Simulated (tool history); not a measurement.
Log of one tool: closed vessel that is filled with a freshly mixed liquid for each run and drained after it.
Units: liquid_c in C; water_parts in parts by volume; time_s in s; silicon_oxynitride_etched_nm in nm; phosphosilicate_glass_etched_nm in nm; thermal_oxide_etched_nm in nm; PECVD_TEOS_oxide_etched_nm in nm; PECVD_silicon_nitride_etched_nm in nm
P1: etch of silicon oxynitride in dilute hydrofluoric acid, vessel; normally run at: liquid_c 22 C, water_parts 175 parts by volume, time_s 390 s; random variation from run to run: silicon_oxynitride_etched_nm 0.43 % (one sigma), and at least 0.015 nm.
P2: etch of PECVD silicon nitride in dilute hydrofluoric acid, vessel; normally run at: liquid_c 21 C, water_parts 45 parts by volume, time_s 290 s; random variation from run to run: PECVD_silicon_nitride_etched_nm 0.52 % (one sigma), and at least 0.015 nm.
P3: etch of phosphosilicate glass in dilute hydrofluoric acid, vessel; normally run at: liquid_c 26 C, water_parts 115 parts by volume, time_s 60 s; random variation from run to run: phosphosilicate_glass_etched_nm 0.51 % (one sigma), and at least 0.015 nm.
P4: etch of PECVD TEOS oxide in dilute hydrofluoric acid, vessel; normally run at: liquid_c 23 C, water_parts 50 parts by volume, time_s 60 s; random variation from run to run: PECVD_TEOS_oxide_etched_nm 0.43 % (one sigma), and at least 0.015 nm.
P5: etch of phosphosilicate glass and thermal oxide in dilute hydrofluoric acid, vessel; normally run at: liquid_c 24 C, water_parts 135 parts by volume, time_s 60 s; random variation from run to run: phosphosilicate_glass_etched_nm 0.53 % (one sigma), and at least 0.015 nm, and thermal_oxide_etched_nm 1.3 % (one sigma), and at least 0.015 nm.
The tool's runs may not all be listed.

run     day  process  liquid_c  water_parts  time_s  hours since the thermometer was replaced  hours since the hydrofluoric acid flow meter was replaced  silicon_oxynitride_etched_nm  phosphosilicate_glass_etched_nm  thermal_oxide_etched_nm  PECVD_TEOS_oxide_etched_nm  PECVD_silicon_nitride_etched_nm
  1   0.542       P1        22          175     390                                     768.6                                                      884.2                        5.2903
  2   1.012       P3        30          115      60                                     779.9                                                      895.5                                                         76.732
  3   1.521       P5        32          135      60                                     792.1                                                      907.7                                                         53.019                   2.8624
  4   2.217       P1        17          250     390                                     808.8                                                      924.4                        2.8073
  5   2.679       P1        22          175     390                                     819.9                                                      935.5                        5.2895
  6   3.262       P1        22          175     390                                     833.9                                                      949.5                        5.2883
  7   3.667       P4        17           50      60                                     843.6                                                      959.2                                                                                                               12.41
  8   4.433       P3        26           70      60                                       862                                                      977.6                                                         113.91
  9   4.871       P3        26          115     115                                     872.5                                                      988.1                                                         125.11
 10   5.446       P4        23           50      60                                     886.3                                                     1001.9                                                                                                              15.981
 11    6.05       P1      27.5          175     390                                     900.8                                                     1016.4                        6.7864
 12   6.508       P2        21           45     130                                     911.8                                                     1027.4                                                                                                                                               6.6282
 13   6.917       P4        23           50      60                                     921.6                                                     1037.2                                                                                                              15.903
 14   7.479       P1        22           55     390                                     935.1                                                     1050.7                        18.514
 15   8.171       P5        24          135      30                                     951.7                                                     1067.3                                                         19.816                   1.0478
 16   8.962       P2        21           45     290                                     970.7                                                     1086.3                                                                                                                                               15.131
 17   9.683       P1        22          175     570                                       988                                                     1103.6                        7.7366
 18  10.458       P1        22          175     155                                    1006.6                                                     1122.2                        2.1059
 19  11.054       P1        22          175     390                                    1020.9                                                     1136.5                         5.305
 20  11.612       P2        21           25     290                                    1034.3                                                     1149.9                                                                                                                                               26.265
 21  12.062       P1        19          110     390                                    1045.1                                                     1160.7                        7.7015
 22  12.871       P5        24          240      60                                    1064.5                                                     1180.1                                                         19.914                   1.0845
 23  13.271       P1      29.5          105     390                                    1074.1                                                     1189.7                        13.257
 24  14.062       P1        22          245     390                                    1093.1                                                     1208.7                        3.5966
 25  14.592       P4        23           30      60                                    1105.8                                                     1221.4                                                                                                              27.267
 26  15.254       P5        24          135      60                                    1121.7                                                     1237.3                                                         39.695                   2.0948

Run 27 comes next. What will it give?
     15.825  -- hydrofluoric acid flow meter replaced
 27  16.017       P2        17           45     290                                      1140                                                        4.6                                                                                                                                                    ?

PECVD_silicon_nitride_etched_nm: 11.388 nm
